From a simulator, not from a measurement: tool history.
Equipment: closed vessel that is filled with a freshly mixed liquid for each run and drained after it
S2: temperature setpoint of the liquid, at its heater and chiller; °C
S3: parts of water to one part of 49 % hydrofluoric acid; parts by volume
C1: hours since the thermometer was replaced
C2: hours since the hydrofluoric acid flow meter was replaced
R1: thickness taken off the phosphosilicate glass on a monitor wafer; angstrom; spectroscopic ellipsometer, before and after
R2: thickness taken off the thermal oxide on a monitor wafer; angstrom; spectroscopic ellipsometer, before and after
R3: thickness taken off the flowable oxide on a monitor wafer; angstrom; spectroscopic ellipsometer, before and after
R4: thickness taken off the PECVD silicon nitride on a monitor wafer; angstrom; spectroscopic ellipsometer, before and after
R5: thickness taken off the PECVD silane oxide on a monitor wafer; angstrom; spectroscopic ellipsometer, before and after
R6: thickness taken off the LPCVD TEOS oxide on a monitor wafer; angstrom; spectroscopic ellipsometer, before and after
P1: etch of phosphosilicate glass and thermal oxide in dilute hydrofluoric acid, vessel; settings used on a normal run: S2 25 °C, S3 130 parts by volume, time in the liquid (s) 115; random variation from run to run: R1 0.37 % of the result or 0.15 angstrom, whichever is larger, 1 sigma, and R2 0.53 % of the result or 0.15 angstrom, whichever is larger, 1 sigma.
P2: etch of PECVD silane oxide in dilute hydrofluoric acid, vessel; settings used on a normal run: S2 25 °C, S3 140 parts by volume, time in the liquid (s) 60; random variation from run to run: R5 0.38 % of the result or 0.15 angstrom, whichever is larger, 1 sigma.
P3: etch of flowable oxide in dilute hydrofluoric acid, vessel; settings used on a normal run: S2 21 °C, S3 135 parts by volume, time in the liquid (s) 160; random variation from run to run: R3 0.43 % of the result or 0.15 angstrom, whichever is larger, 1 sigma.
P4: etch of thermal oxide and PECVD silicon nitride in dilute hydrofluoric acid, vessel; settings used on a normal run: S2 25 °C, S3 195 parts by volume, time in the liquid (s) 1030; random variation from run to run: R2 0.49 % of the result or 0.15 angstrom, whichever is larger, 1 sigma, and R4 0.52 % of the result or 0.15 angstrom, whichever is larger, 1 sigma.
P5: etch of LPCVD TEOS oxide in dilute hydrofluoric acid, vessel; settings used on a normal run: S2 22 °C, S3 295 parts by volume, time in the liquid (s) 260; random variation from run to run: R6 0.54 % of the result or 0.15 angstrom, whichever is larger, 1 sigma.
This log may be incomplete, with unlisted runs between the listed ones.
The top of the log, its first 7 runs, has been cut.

run 8 hour=35.3 | process_that_ran=P3 S2=21 S3=135 time_in_the_liquid_(s)=260 | C1=298.5 C2=368.8 | R3=336.94
run 9 hour=38.4 | process_that_ran=P2 S2=25 S3=240 time_in_the_liquid_(s)=60 | C1=301.6 C2=371.9 | R5=100.19
run 10 hour=42.9 | process_that_ran=P5 S2=22 S3=465 time_in_the_liquid_(s)=260 | C1=306.1 C2=376.4 | R6=163.95
run 11 hour=47 | process_that_ran=P1 S2=30 S3=130 time_in_the_liquid_(s)=115 | C1=310.2 C2=380.5 | R1=698.18 R2=54.465
run 12 hour=53.1 | process_that_ran=P3 S2=17 S3=135 time_in_the_liquid_(s)=160 | C1=316.3 C2=386.6 | R3=176.76
run 13 hour=56.2 | process_that_ran=P2 S2=25 S3=140 time_in_the_liquid_(s)=110 | C1=319.4 C2=389.7 | R5=352.49
run 14 hour=60.3 | process_that_ran=P1 S2=19 S3=130 time_in_the_liquid_(s)=115 | C1=323.5 C2=393.8 | R1=454.48 R2=36.05
run 15 hour=63.6 | process_that_ran=P2 S2=25 S3=140 time_in_the_liquid_(s)=60 | C1=326.8 C2=397.1 | R5=192.25
run 16 hour=69.2 | process_that_ran=P1 S2=25 S3=40 time_in_the_liquid_(s)=115 | C1=332.4 C2=402.7 | R1=2102.6 R2=167.03
-- hour=70.8 hydrofluoric acid flow meter replaced
run 17 hour=72.7 | process_that_ran=P4 S2=25 S3=195 time_in_the_liquid_(s)=1760 | C1=335.9 C2=2 | R2=406.71 R4=463.57
run 18 hour=75.7 | process_that_ran=P1 S2=25 S3=130 time_in_the_liquid_(s)=200 | C1=338.9 C2=5 | R1=1004.3 R2=79.011
run 19 hour=79.7 | process_that_ran=P1 S2=25 S3=185 time_in_the_liquid_(s)=115 | C1=342.9 C2=9 | R1=381.71 R2=30.142
run 20 hour=84.9 | process_that_ran=P4 S2=21 S3=195 time_in_the_liquid_(s)=1030 | C1=348.1 C2=14.2 | R2=201.91 R4=209.41
run 21 hour=89.8 | process_that_ran=P1 S2=25 S3=130 time_in_the_liquid_(s)=115 | C1=353 C2=19.1 | R1=572.77 R2=45.322
run 22 hour=93.8 | process_that_ran=P1 S2=25 S3=130 time_in_the_liquid_(s)=30 | C1=357 C2=23.1 | R1=150.05 R2=11.956
run 23 hour=97.9 | process_that_ran=P2 S2=25 S3=140 time_in_the_liquid_(s)=60 | C1=361.1 C2=27.2 | R5=191.71
run 24 hour=102.3 | process_that_ran=P1 S2=25 S3=130 time_in_the_liquid_(s)=115 | C1=365.5 C2=31.6 | R1=575.61 R2=45.44
run 25 hour=107.4 | process_that_ran=P1 S2=25 S3=130 time_in_the_liquid_(s)=115 | C1=370.6 C2=36.7 | R1=577.31 R2=45.545
run 26 hour=111.9 | process_that_ran=P5 S2=17 S3=295 time_in_the_liquid_(s)=260 | C1=375.1 C2=41.2 | R6=247.54
run 27 hour=116.7 | process_that_ran=P5 S2=22 S3=295 time_in_the_liquid_(s)=405 | C1=379.9 C2=46 | R6=464.24
run 28 hour=119.5 | process_that_ran=P1 S2=25 S3=130 time_in_the_liquid_(s)=115 | C1=382.7 C2=48.8 | R1=578.6 R2=44.789
run 29 hour=125.3 | process_that_ran=P3 S2=21 S3=35 time_in_the_liquid_(s)=160 | C1=388.5 C2=54.6 | R3=898.78
run 30 hour=131.4 | process_that_ran=P1 S2=25 S3=130 time_in_the_liquid_(s)=115 | C1=394.6 C2=60.7 | R1=579.11 R2=45.299

Expected results for the next run?
run 31 hour=137.1 | process_that_ran=P1 S2=25 S3=130 time_in_the_liquid_(s)=115 | C1=400.3 C2=66.4 | R1=? R2=?

R1: 594.04 angstrom
R2: 46.767 angstrom
